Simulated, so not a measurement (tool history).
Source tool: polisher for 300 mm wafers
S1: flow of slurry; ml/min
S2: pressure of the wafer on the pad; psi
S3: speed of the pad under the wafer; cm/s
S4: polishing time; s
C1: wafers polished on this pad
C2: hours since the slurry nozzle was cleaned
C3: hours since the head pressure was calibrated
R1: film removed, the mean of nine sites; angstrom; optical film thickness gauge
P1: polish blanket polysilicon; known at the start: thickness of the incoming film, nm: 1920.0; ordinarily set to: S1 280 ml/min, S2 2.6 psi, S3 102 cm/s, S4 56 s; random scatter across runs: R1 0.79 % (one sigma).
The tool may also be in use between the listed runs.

run   hour   S1   S2   S3  S4    C1     C2      C3       R1
  1    9.7  280  2.6  102  56   795  239.8   822.4   5244.9
  2   19.7  170  2.6  102  28   936  249.8   832.4   2470.7
  3   25.8  280  2.6  102  86  1022  255.9   838.5   7964.1
  4   32.5  280  2.6  102  56  1117  262.6   845.2   5297.5
  5   38.2  175  2.6  102  72  1197  268.3   850.9   6362.8
  6   47.1  170  2.6  102  56  1323  277.2   859.8   4973.1
  7   52.0  280  2.6  102  27  1392  282.1   864.7   2548.7
  8   63.0  280  2.6  102  56  1547  293.1   875.7   5249.0
  9   70.5  280  2.6   46  56  1653  300.6   883.2   2383.1
 10   75.5  440  2.6  102  56  1723  305.6   888.2   5441.5
 11   80.4  280  2.6  102  56  1792  310.5   893.1   5273.4
 12   87.7  280  2.6  102  56  1895  317.8   900.4   5233.9
 13   97.0  280  2.6  102  56  2026  327.1   909.7   5186.7
 14  108.1  280  4.0  102  56  2183  338.2   920.8   8140.1
 15  116.6  280  2.6  158  56  2303  346.7   929.3   8145.0
 16  125.3  280  3.6  146  56  2425  355.4   938.0  10419.0
 17  134.1  280  1.3  102  56  2550  364.2   946.8   2594.1
 18  141.0  280  2.6  102  56  2647  371.1   953.7   5219.3
 19  152.1  280  2.6  102  56  2803  382.2   964.8   5136.7
 20  161.0  280  2.6  102  56  2929  391.1   973.7   5127.4
     161.6  -- worn pad replaced by a new one
 21  169.4  280  2.6  102  56   111  399.5   982.1   5036.6
 22  178.9  280  2.6  102  56   245  409.0   991.6   5138.0
 23  185.3  280  2.6  102  56   335  415.4   998.0   5026.9
 24  190.9  280  2.6  102  56   414  421.0  1003.6   5049.5
 25  198.0  280  2.6  102  56   514  428.1  1010.7   4982.2

P1 no longer gives what it gave before; its output has crept away from where it was. The following 2 causes, each at its listed size, fit the log equally well:
A: head's pressure below its setpoint, % = 4.59
B: slurry flow missing at the pad, % = 33.3
The process output started creeping at around hour 141.0.
The rest of the possible causes, and what rules out each one:
removal rate lost through wear of the pad, %: serviced at hour 161.6, after the change had begun; the process did not return to its earlier output

Which of the 4 check runs listed below, each an average over 5 wafers with its results shown as question marks, gives clearly different results under the different listed causes?
check 1  205.1  170  2.6  136  56               ?
check 2  205.1  280  2.6  102  82               ?
check 3  205.1  280  1.6   50  56               ?
check 4  205.1  280  2.6  154  29               ?

What each check would give under each cause:
  check  result    if A    if B
check 1      R1  6295.2  6122.6
check 2      R1  7345.9  7346.1
check 3      R1  1513.3  1513.4
check 4      R1  3922.4  3922.5
Minimum pairwise separation of causes per check, each pair taken at its best-separating result: check 1 2.78 %; check 2 0 %; check 3 0 %; check 4 0 %
Only check 1 tells the causes apart: in the others they would give nearly the same result.

After running check 1, the following was obtained: R1 6116.6 angstrom. Which cause does this point to?

It is B: slurry flow missing at the pad, %.

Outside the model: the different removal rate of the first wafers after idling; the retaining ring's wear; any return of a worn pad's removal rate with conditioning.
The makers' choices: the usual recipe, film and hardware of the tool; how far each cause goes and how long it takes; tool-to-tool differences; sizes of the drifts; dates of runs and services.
